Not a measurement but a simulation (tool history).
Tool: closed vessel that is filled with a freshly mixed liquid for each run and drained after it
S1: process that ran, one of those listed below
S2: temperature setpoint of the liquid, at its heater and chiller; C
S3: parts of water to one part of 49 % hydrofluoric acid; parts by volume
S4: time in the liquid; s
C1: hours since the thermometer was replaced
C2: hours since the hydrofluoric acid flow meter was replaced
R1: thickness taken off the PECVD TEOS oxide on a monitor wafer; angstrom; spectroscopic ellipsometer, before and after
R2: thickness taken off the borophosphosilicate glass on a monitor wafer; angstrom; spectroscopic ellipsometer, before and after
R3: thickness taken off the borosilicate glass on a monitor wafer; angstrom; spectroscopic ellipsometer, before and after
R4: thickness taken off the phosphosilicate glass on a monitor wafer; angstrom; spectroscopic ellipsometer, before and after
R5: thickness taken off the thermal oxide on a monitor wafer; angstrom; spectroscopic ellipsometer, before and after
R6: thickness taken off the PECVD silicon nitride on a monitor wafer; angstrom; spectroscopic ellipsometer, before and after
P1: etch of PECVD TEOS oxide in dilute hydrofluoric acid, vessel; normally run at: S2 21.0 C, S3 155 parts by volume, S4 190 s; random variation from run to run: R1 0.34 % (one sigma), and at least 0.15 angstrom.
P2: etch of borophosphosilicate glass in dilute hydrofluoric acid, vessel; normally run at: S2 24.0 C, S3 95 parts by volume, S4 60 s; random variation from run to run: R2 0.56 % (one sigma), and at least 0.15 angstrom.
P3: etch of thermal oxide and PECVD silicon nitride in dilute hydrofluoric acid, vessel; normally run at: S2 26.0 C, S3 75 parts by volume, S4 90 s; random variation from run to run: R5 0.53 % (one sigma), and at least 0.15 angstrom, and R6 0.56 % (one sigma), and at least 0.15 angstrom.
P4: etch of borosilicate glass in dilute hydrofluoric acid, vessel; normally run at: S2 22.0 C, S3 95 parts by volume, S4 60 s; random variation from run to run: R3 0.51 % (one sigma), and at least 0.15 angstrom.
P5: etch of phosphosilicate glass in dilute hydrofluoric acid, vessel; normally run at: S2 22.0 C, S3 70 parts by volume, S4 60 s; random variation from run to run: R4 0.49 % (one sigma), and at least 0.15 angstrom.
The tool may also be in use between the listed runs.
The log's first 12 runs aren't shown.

run	hour	S1	S2	S3	S4	C1	C2	R1	R2	R3	R4	R5	R6
13	57.5	P2	30.5	95	60	28.0	478.0		303.60				
14	61.3	P1	17.0	155	190	31.8	481.8	158.30					
15	66.9	P1	21.0	155	190	37.4	487.4	185.23					
16	70.5	P3	26.0	40	90	41.0	491.0					127.140	105.190
17	76.2	P4	22.0	180	60	46.7	496.7			49.916			
18	81.5	P1	29.0	155	190	52.0	502.0	253.60					
19	85.2	P3	26.0	75	90	55.7	505.7					64.223	56.469
20	88.1	P1	21.0	155	190	58.6	508.6	188.20					
21	93.3	P5	17.5	70	60	63.8	513.8				411.71		
22	96.8	P1	21.0	155	290	67.3	517.3	285.96					
23	101.2	P2	24.0	95	60	71.7	521.7		237.19				
24	106.6	P1	21.0	65	190	77.1	527.1	491.48					
25	112.1	P3	30.5	75	90	82.6	532.6					76.122	76.130

The next listed run, before its measurement:
26	116.1	P2	24.0	95	90	86.6	536.6		?				

Run 26 gave R2 352.80 angstrom.
